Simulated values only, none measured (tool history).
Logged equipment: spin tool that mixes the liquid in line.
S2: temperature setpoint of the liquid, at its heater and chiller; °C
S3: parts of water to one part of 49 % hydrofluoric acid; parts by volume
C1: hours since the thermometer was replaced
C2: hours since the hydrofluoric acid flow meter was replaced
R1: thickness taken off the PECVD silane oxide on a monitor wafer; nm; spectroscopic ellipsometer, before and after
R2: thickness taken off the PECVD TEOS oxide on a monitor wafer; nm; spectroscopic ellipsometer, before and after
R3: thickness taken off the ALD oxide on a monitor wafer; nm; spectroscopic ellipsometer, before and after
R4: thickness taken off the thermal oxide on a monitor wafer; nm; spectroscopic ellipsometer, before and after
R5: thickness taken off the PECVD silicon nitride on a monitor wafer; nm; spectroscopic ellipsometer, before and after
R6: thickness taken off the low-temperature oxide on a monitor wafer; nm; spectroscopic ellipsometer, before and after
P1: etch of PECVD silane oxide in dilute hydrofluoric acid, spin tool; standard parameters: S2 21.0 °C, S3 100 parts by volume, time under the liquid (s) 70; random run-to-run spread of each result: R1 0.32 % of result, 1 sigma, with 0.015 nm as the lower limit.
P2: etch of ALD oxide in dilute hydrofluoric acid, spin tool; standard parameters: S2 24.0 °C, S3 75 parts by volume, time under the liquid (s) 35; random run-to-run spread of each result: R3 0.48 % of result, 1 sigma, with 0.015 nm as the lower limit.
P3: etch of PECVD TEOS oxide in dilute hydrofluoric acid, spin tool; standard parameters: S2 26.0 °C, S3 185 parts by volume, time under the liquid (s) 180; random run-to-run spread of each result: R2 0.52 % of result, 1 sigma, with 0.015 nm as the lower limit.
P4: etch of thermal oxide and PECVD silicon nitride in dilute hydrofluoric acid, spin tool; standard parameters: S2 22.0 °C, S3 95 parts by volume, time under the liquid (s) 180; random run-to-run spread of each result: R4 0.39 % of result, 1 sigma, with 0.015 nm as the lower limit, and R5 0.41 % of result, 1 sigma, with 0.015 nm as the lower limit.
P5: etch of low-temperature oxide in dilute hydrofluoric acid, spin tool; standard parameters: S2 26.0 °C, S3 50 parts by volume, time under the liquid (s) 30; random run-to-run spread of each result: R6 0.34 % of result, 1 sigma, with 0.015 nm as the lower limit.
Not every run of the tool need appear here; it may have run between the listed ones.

run 1 hour=6.7 | process_that_ran=P1 S2=21.0 S3=100 time_under_the_liquid_(s)=70 | C1=357.0 C2=967.5 | R1=10.3080
run 2 hour=14.0 | process_that_ran=P1 S2=21.0 S3=100 time_under_the_liquid_(s)=15 | C1=364.3 C2=974.8 | R1=2.2082
run 3 hour=27.3 | process_that_ran=P3 S2=26.0 S3=185 time_under_the_liquid_(s)=180 | C1=377.6 C2=988.1 | R2=18.530
run 4 hour=33.8 | process_that_ran=P3 S2=32.0 S3=185 time_under_the_liquid_(s)=180 | C1=384.1 C2=994.6 | R2=23.140
run 5 hour=46.5 | process_that_ran=P2 S2=24.0 S3=140 time_under_the_liquid_(s)=35 | C1=396.8 C2=1007.3 | R3=4.3626
run 6 hour=58.9 | process_that_ran=P3 S2=26.0 S3=185 time_under_the_liquid_(s)=180 | C1=409.2 C2=1019.7 | R2=18.496
run 7 hour=69.9 | process_that_ran=P3 S2=26.0 S3=50 time_under_the_liquid_(s)=180 | C1=420.2 C2=1030.7 | R2=81.332
run 8 hour=78.5 | process_that_ran=P4 S2=28.5 S3=95 time_under_the_liquid_(s)=180 | C1=428.8 C2=1039.3 | R4=10.6700 R5=7.8295
run 9 hour=85.6 | process_that_ran=P1 S2=17.5 S3=175 time_under_the_liquid_(s)=70 | C1=435.9 C2=1046.4 | R1=4.7775
run 10 hour=92.8 | process_that_ran=P5 S2=26.0 S3=50 time_under_the_liquid_(s)=30 | C1=443.1 C2=1053.6 | R6=11.0050
run 11 hour=102.4 | process_that_ran=P1 S2=21.0 S3=100 time_under_the_liquid_(s)=70 | C1=452.7 C2=1063.2 | R1=10.3860
run 12 hour=112.7 | process_that_ran=P5 S2=26.0 S3=50 time_under_the_liquid_(s)=30 | C1=463.0 C2=1073.5 | R6=10.9300
run 13 hour=124.1 | process_that_ran=P3 S2=26.0 S3=185 time_under_the_liquid_(s)=350 | C1=474.4 C2=1084.9 | R2=36.479
run 14 hour=131.9 | process_that_ran=P4 S2=22.0 S3=95 time_under_the_liquid_(s)=180 | C1=482.2 C2=1092.7 | R4=8.2455 R5=5.0979
run 15 hour=144.5 | process_that_ran=P1 S2=17.0 S3=100 time_under_the_liquid_(s)=70 | C1=494.8 C2=1105.3 | R1=8.7883
run 16 hour=150.6 | process_that_ran=P1 S2=21.0 S3=155 time_under_the_liquid_(s)=70 | C1=500.9 C2=1111.4 | R1=6.2990
run 17 hour=162.0 | process_that_ran=P4 S2=22.0 S3=45 time_under_the_liquid_(s)=180 | C1=512.3 C2=1122.8 | R4=18.5490 R5=10.6490
run 18 hour=168.0 | process_that_ran=P2 S2=24.0 S3=75 time_under_the_liquid_(s)=35 | C1=518.3 C2=1128.8 | R3=8.7407
run 19 hour=178.1 | process_that_ran=P5 S2=26.0 S3=50 time_under_the_liquid_(s)=15 | C1=528.4 C2=1138.9 | R6=5.4341
run 20 hour=191.2 | process_that_ran=P5 S2=21.5 S3=50 time_under_the_liquid_(s)=30 | C1=541.5 C2=1152.0 | R6=9.1361
run 21 hour=198.2 | process_that_ran=P1 S2=21.0 S3=40 time_under_the_liquid_(s)=70 | C1=548.5 C2=1159.0 | R1=27.8320
run 22 hour=205.7 | process_that_ran=P2 S2=24.0 S3=75 time_under_the_liquid_(s)=65 | C1=556.0 C2=1166.5 | R3=16.2490
-- hour=209.7 hydrofluoric acid flow meter replaced
run 23 hour=213.1 | process_that_ran=P5 S2=26.0 S3=75 time_under_the_liquid_(s)=30 | C1=563.4 C2=3.4 | R6=7.0676
run 24 hour=221.3 | process_that_ran=P1 S2=21.0 S3=100 time_under_the_liquid_(s)=130 | C1=571.6 C2=11.6 | R1=19.2970
run 25 hour=229.6 | process_that_ran=P1 S2=21.0 S3=100 time_under_the_liquid_(s)=70 | C1=579.9 C2=19.9 | R1=10.3470
run 26 hour=241.7 | process_that_ran=P2 S2=20.5 S3=75 time_under_the_liquid_(s)=35 | C1=592.0 C2=32.0 | R3=7.5684
run 27 hour=254.4 | process_that_ran=P1 S2=21.0 S3=100 time_under_the_liquid_(s)=70 | C1=604.7 C2=44.7 | R1=10.3470
run 28 hour=262.5 | process_that_ran=P1 S2=26.0 S3=100 time_under_the_liquid_(s)=70 | C1=612.8 C2=52.8 | R1=12.5950
run 29 hour=268.4 | process_that_ran=P2 S2=24.0 S3=75 time_under_the_liquid_(s)=35 | C1=618.7 C2=58.7 | R3=8.7445
run 30 hour=277.5 | process_that_ran=P4 S2=22.0 S3=95 time_under_the_liquid_(s)=180 | C1=627.8 C2=67.8 | R4=8.2829 R5=5.1186
run 31 hour=289.7 | process_that_ran=P1 S2=21.0 S3=100 time_under_the_liquid_(s)=70 | C1=640.0 C2=80.0 | R1=10.3410
run 32 hour=303.0 | process_that_ran=P4 S2=22.0 S3=95 time_under_the_liquid_(s)=355 | C1=653.3 C2=93.3 | R4=16.2820 R5=10.0790
run 33 hour=310.2 | process_that_ran=P1 S2=21.0 S3=100 time_under_the_liquid_(s)=70 | C1=660.5 C2=100.5 | R1=10.4250
run 34 hour=319.1 | process_that_ran=P1 S2=21.0 S3=100 time_under_the_liquid_(s)=70 | C1=669.4 C2=109.4 | R1=10.5700
run 35 hour=331.0 | process_that_ran=P1 S2=21.0 S3=100 time_under_the_liquid_(s)=70 | C1=681.3 C2=121.3 | R1=10.7880
run 36 hour=344.0 | process_that_ran=P1 S2=21.0 S3=100 time_under_the_liquid_(s)=70 | C1=694.3 C2=134.3 | R1=10.8830
run 37 hour=352.8 | process_that_ran=P1 S2=21.0 S3=100 time_under_the_liquid_(s)=70 | C1=703.1 C2=143.1 | R1=11.0840
run 38 hour=365.8 | process_that_ran=P1 S2=21.0 S3=100 time_under_the_liquid_(s)=70 | C1=716.1 C2=156.1 | R1=11.0700
run 39 hour=375.0 | process_that_ran=P1 S2=21.0 S3=100 time_under_the_liquid_(s)=70 | C1=725.3 C2=165.3 | R1=11.1560
run 40 hour=388.3 | process_that_ran=P1 S2=21.0 S3=100 time_under_the_liquid_(s)=70 | C1=738.6 C2=178.6 | R1=11.0990
run 41 hour=399.2 | process_that_ran=P1 S2=21.0 S3=100 time_under_the_liquid_(s)=70 | C1=749.5 C2=189.5 | R1=11.1840
run 42 hour=410.1 | process_that_ran=P1 S2=21.0 S3=100 time_under_the_liquid_(s)=70 | C1=760.4 C2=200.4 | R1=11.1390
run 43 hour=418.3 | process_that_ran=P1 S2=21.0 S3=100 time_under_the_liquid_(s)=70 | C1=768.6 C2=208.6 | R1=11.1430

P1 has crept away from where it was. The log is fitted equally well by each of these 2 causes, at the sizes shown:
A: hydrofluoric acid flow above the setpoint (%) = 7.18
B: liquid hotter than its thermometer reads (K) = 1.91
The drift started at roughly hour 310.2.

Of the 4 check runs listed below, each run on one wafer and each result written as a question mark, which would let you distinguish the listed causes because they would give clearly different results?
run check 1 hour=426.5 | process_that_ran=P3 S2=26.0 S3=50 time_under_the_liquid_(s)=180 | R2=?
run check 2 hour=426.5 | process_that_ran=P5 S2=26.0 S3=65 time_under_the_liquid_(s)=15 | R6=?
run check 3 hour=426.5 | process_that_ran=P4 S2=28.0 S3=95 time_under_the_liquid_(s)=350 | R4=? R5=?
run check 4 hour=426.5 | process_that_ran=P2 S2=21.0 S3=75 time_under_the_liquid_(s)=65 | R3=?

Outcome of each check run for each possible cause:
check=check_1 result=R2 if_A=87.760 if_B=88.002
check=check_2 result=R6 if_A=4.4561 if_B=4.4588
check=check_3 result=R4 if_A=21.9720 if_B=21.8540
check=check_3 result=R5 if_A=15.7920 if_B=16.6350
check=check_4 result=R3 if_A=15.5250 if_B=15.5750
Smallest distance between any two causes, each pair judged by its most separating result, in per cent: check 1 0.28 %; check 2 0.06 %; check 3 5.2 %; check 4 0.32 %
Check 3 distinguishes between the causes, while the remaining checks would return nearly the same result for all of them.

After running check 3, the following was obtained: R4 21.8980 nm; R5 15.8820 nm. Which cause does this point to?

The cause is A: hydrofluoric acid flow above the setpoint (%).
